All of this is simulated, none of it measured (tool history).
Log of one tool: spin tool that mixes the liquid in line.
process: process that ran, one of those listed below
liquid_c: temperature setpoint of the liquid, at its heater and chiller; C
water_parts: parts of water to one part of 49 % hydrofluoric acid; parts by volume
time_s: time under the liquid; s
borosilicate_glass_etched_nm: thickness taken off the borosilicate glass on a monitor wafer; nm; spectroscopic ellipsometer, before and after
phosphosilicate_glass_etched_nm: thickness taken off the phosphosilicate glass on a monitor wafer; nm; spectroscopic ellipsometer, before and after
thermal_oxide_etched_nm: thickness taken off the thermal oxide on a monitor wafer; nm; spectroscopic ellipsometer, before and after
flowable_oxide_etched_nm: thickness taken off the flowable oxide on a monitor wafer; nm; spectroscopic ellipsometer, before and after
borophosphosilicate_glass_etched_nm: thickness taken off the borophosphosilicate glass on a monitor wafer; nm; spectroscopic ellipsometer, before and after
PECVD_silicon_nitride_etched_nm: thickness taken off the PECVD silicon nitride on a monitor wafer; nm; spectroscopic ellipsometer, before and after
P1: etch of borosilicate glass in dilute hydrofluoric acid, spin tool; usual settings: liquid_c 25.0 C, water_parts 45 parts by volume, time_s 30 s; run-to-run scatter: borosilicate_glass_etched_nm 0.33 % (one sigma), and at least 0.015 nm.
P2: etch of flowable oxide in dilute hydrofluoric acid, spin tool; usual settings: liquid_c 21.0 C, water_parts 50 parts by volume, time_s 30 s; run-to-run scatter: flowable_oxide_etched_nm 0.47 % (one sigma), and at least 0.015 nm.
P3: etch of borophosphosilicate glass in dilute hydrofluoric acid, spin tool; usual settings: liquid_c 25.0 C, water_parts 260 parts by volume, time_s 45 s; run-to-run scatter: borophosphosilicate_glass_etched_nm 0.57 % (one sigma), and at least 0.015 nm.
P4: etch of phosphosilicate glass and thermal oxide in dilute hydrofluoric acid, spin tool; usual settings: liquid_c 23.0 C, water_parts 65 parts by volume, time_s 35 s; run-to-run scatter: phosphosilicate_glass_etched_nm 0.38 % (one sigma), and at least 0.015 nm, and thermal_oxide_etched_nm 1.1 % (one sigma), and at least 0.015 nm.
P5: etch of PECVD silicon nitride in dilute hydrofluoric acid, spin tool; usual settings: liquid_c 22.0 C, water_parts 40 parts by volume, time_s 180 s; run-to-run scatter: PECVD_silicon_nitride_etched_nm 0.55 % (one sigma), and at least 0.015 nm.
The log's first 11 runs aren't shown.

run   hour  process  liquid_c  water_parts  time_s  hours since the thermometer was replaced  hours since the hydrofluoric acid flow meter was replaced  borosilicate_glass_etched_nm  phosphosilicate_glass_etched_nm  thermal_oxide_etched_nm  flowable_oxide_etched_nm  borophosphosilicate_glass_etched_nm  PECVD_silicon_nitride_etched_nm
 12   68.8       P1      25.0           45      30                                     601.3                                                     1102.0                        38.050
 13   75.6       P3      25.0          260      15                                     608.1                                                     1108.8                                                                                                                                                 1.7212
 14   82.1       P3      20.5          260      45                                     614.6                                                     1115.3                                                                                                                                                 4.3785
      85.4  -- hydrofluoric acid flow meter replaced
 15   90.1       P2      21.0           50      30                                     622.6                                                        4.8                                                                                                            38.757
 16   98.3       P1      25.0           75      30                                     630.8                                                       13.0                        21.902
 17  103.6       P5      30.0           40     180                                     636.1                                                       18.3                                                                                                                                                                                  14.770
 18  109.8       P1      17.0           20      30                                     642.3                                                       24.5                        62.359
 19  115.0       P1      25.0           45      30                                     647.5                                                       29.7                        37.984
 20  123.3       P3      25.0          100      45                                     655.8                                                       38.0                                                                                                                                                15.9940
 21  127.9       P1      20.5           45      30                                     660.4                                                       42.6                        31.479
 22  136.1       P4      23.0           65      55                                     668.6                                                       50.8                                                         49.303                   4.0105
 23  144.4       P2      21.0           20      30                                     676.9                                                       59.1                                                                                                           101.550
 24  148.1       P1      28.5           75      30                                     680.6                                                       62.8                        25.154
 25  151.9       P3      25.0          260      45                                     684.4                                                       66.6                                                                                                                                                 5.1526
 26  156.2       P1      25.0           45      30                                     688.7                                                       70.9                        38.014
 27  162.5       P5      22.0           40     180                                     695.0                                                       77.2                                                                                                                                                                                   8.678

The next listed run, before its measurement:
 28  168.0       P1      32.0           45      30                                     700.5                                                       82.7                             ?

borosilicate_glass_etched_nm: 50.248 nm
